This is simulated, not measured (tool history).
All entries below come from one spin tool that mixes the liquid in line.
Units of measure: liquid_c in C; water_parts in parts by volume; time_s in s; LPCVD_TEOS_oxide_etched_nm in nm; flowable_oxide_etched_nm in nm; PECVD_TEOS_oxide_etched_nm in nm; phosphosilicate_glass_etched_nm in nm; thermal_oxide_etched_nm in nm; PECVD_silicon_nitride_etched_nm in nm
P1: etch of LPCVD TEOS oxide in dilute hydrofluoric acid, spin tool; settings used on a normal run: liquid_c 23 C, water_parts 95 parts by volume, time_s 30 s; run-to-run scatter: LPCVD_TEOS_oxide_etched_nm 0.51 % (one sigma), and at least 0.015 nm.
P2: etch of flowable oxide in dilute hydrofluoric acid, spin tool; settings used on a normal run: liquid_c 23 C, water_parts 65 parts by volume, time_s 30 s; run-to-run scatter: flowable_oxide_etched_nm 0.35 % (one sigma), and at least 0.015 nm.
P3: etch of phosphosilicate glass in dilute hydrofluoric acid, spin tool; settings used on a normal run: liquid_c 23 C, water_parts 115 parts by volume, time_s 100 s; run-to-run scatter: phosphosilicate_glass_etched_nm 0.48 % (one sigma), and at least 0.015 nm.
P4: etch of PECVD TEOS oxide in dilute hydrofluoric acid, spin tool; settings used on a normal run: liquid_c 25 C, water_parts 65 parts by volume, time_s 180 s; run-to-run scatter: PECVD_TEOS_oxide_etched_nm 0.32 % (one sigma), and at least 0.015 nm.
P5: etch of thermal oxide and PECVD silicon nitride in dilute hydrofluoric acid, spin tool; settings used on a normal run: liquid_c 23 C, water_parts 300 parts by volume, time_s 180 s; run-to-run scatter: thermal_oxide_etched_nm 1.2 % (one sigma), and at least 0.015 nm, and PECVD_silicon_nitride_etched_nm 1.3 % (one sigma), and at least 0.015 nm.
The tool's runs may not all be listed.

run,day,process,liquid_c,water_parts,time_s,hours since the thermometer was replaced,hours since the hydrofluoric acid flow meter was replaced,LPCVD_TEOS_oxide_etched_nm,flowable_oxide_etched_nm,PECVD_TEOS_oxide_etched_nm,phosphosilicate_glass_etched_nm,thermal_oxide_etched_nm,PECVD_silicon_nitride_etched_nm
1,0.346,P1,23,95,30,990.2,337.4,17.038,,,,,
2,0.854,P2,23,65,60,1002.4,349.6,,36.935,,,,
3,1.338,P1,23,95,45,1014,361.2,25.294,,,,,
4,1.604,P4,25,65,180,1020.4,367.6,,,26.025,,,
5,2.004,P3,27,115,100,1030,377.2,,,,60.389,,
6,2.438,P2,31,65,30,1040.4,387.6,,25.324,,,,
7,2.829,P3,23,40,100,1049.8,397,,,,162.03,,
8,3.117,P4,25,65,180,1056.7,403.9,,,26.048,,,
9,3.504,P2,23,110,30,1066,413.2,,10.258,,,,
10,3.946,P4,25,65,15,1076.6,423.8,,,2.1907,,,
11,4.25,P1,23,95,15,1083.9,431.1,8.4932,,,,,
12,4.521,P1,23,95,30,1090.4,437.6,17.029,,,,,
13,4.879,P3,23,115,15,1099,446.2,,,,7.7181,,
14,5.362,P5,23,300,355,1110.6,457.8,,,,,4.0777,3.6933
15,5.592,P1,23,30,50,1116.1,463.3,97.209,,,,,
16,6.092,P5,30,300,180,1128.1,475.3,,,,,2.6305,2.8772
17,6.438,P1,23,95,30,1136.4,483.6,17.096,,,,,
18,6.888,P5,23,170,180,1147.2,494.4,,,,,4.1453,3.3952
19,7.238,P1,23,95,30,1155.6,502.8,17.201,,,,,
20,7.692,P1,23,135,30,1166.5,513.7,11.396,,,,,
# day 7.846: thermometer replaced
21,8.108,P5,23,300,180,6.4,523.7,,,,,2.0533,1.9469
22,8.367,P5,23,300,180,12.6,529.9,,,,,2.0682,1.8953
23,8.808,P3,23,115,100,23.2,540.5,,,,51.832,,
24,9.092,P1,18,95,30,30,547.3,13.909,,,,,
25,9.404,P1,19,95,55,37.5,554.8,26.265,,,,,
26,9.754,P4,25,105,180,45.9,563.2,,,15.303,,,
27,10.121,P2,23,65,30,54.7,572,,18.431,,,,
28,10.433,P1,23,95,30,62.2,579.5,16.994,,,,,
29,10.829,P4,29,65,180,71.7,589,,,30.78,,,
30,11.058,P1,31,95,30,77.2,594.5,23.141,,,,,
31,11.512,P1,23,35,30,88.1,605.4,50.083,,,,,
32,11.9,P1,23,95,30,97.4,614.7,17.075,,,,,
33,12.158,P1,23,95,30,103.6,620.9,17.682,,,,,
34,12.542,P1,23,95,30,112.8,630.1,18.226,,,,,
35,13.025,P1,23,95,30,124.4,641.7,18.218,,,,,
36,13.367,P1,23,95,30,132.6,649.9,18.411,,,,,
37,13.871,P1,23,95,30,144.7,662,18.44,,,,,
38,14.3,P1,23,95,30,155,672.3,18.419,,,,,

What P1 gives has crept away from where it was. These 2 causes fit the log equally well, each at the size given:
A: hydrofluoric acid flow above the setpoint (%) = 7.83
B: liquid hotter than its thermometer reads (K) = 2.11
The onset of the drift is placed at about day 11.9.

Of the 4 check runs below, each run on 5 wafers with the results averaged and each result still a question mark, which one would tell the listed causes apart?
check 1,14.729,P2,23,105,30,,,,?,,,,
check 2,14.729,P5,28.5,300,330,,,,,,,?,?
check 3,14.729,P3,23,70,15,,,,,,?,,
check 4,14.729,P4,25,65,85,,,,,?,,,

Expected result of each check under each candidate cause:
check,result,if A,if B
check 1,flowable_oxide_etched_nm,11.801,11.787
check 2,thermal_oxide_etched_nm,5.0428,4.8911
check 2,PECVD_silicon_nitride_etched_nm,5.281,5.5242
check 3,phosphosilicate_glass_etched_nm,14.592,14.646
check 4,PECVD_TEOS_oxide_etched_nm,13.391,13.427
Smallest distance between any two causes, each pair judged by its most separating result, in per cent: check 1 0.12 %; check 2 4.5 %; check 3 0.37 %; check 4 0.27 %
Only in check 2 would the causes give clearly different results; in the remaining checks their results would be nearly the same.

Check 2 has now been run. It gave: thermal_oxide_etched_nm 5.0272 nm; PECVD_silicon_nitride_etched_nm 5.2967 nm. Which of the candidate causes is it?

A is the cause: hydrofluoric acid flow above the setpoint (%).
